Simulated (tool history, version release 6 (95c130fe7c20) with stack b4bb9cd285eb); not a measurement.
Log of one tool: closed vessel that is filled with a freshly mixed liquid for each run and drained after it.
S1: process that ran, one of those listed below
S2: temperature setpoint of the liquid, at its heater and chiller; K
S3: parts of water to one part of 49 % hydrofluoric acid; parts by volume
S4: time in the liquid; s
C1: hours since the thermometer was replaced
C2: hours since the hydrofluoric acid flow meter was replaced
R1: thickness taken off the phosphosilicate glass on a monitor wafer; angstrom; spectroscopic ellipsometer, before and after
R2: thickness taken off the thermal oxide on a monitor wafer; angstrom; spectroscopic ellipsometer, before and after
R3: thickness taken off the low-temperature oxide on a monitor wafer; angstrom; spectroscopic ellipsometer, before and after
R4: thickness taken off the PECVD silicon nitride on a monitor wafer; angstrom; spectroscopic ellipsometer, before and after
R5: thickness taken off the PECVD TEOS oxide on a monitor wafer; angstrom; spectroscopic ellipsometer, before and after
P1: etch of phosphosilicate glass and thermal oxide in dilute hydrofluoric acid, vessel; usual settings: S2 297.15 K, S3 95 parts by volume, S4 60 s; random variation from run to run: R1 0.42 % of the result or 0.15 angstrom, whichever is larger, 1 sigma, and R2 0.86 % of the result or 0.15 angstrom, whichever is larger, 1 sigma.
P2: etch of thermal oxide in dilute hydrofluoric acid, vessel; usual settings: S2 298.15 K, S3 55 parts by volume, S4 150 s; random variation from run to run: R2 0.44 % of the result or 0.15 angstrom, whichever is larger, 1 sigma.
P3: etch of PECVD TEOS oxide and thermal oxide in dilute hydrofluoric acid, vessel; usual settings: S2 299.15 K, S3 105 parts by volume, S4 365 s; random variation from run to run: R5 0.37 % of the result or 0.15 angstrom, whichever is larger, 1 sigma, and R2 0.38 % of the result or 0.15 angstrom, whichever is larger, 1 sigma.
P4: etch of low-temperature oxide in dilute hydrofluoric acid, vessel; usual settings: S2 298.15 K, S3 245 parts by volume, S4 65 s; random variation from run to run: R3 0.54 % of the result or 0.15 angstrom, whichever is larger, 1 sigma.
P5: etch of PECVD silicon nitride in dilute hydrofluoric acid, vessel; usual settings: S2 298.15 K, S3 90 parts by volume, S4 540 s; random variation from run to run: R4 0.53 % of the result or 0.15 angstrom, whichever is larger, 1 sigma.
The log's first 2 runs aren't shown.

run 3 hour=25 | S1=P4 S2=298.15 S3=395 S4=65 | C1=380.1 C2=569.6 | R3=33.246
run 4 hour=34.2 | S1=P5 S2=298.15 S3=20 S4=540 | C1=389.3 C2=578.8 | R4=1106.6
run 5 hour=43.1 | S1=P5 S2=298.15 S3=90 S4=540 | C1=398.2 C2=587.7 | R4=256.33
run 6 hour=52.9 | S1=P4 S2=298.15 S3=245 S4=65 | C1=408 C2=597.5 | R3=62.728
run 7 hour=61.9 | S1=P1 S2=297.15 S3=55 S4=60 | C1=417 C2=606.5 | R1=1633.1 R2=53.235
run 8 hour=68.2 | S1=P1 S2=297.15 S3=95 S4=90 | C1=423.3 C2=612.8 | R1=1344.5 R2=43.819
run 9 hour=75.3 | S1=P5 S2=298.15 S3=90 S4=540 | C1=430.4 C2=619.9 | R4=259.31
run 10 hour=82.4 | S1=P1 S2=297.15 S3=95 S4=60 | C1=437.5 C2=627 | R1=894.44 R2=28.575
run 11 hour=88.5 | S1=P1 S2=297.15 S3=95 S4=60 | C1=443.6 C2=633.1 | R1=902.53 R2=29.06
run 12 hour=96.4 | S1=P1 S2=305.15 S3=95 S4=60 | C1=451.5 C2=641 | R1=1222.2 R2=39.094
run 13 hour=103.9 | S1=P2 S2=298.15 S3=55 S4=150 | C1=459 C2=648.5 | R2=137.07
run 14 hour=109 | S1=P2 S2=298.15 S3=105 S4=150 | C1=464.1 C2=653.6 | R2=67.363
run 15 hour=118.3 | S1=P4 S2=298.15 S3=245 S4=115 | C1=473.4 C2=662.9 | R3=110.39
run 16 hour=125.9 | S1=P3 S2=299.15 S3=105 S4=365 | C1=481 C2=670.5 | R2=188.44 R5=406.72
run 17 hour=135.7 | S1=P3 S2=299.15 S3=105 S4=60 | C1=490.8 C2=680.3 | R2=30.797 R5=66.576
run 18 hour=145.9 | S1=P5 S2=306.65 S3=90 S4=540 | C1=501 C2=690.5 | R4=433.69
run 19 hour=156.2 | S1=P3 S2=299.15 S3=145 S4=365 | C1=511.3 C2=700.8 | R2=130.07 R5=277.62
run 20 hour=161.2 | S1=P1 S2=290.15 S3=95 S4=60 | C1=516.3 C2=705.8 | R1=675.86 R2=21.568
run 21 hour=168.1 | S1=P1 S2=297.15 S3=125 S4=30 | C1=523.2 C2=712.7 | R1=326.8 R2=10.828
run 22 hour=173.8 | S1=P3 S2=294.15 S3=105 S4=365 | C1=528.9 C2=718.4 | R2=155.91 R5=332.25
run 23 hour=182.4 | S1=P2 S2=298.15 S3=55 S4=290 | C1=537.5 C2=727 | R2=267.8
run 24 hour=192.7 | S1=P1 S2=297.15 S3=95 S4=60 | C1=547.8 C2=737.3 | R1=893.88 R2=28.646

Forecast run 25:
run 25 hour=202.5 | S1=P4 S2=298.15 S3=245 S4=65 | C1=557.6 C2=747.1 | R3=?

Run 25 gave R3 61.916 angstrom.

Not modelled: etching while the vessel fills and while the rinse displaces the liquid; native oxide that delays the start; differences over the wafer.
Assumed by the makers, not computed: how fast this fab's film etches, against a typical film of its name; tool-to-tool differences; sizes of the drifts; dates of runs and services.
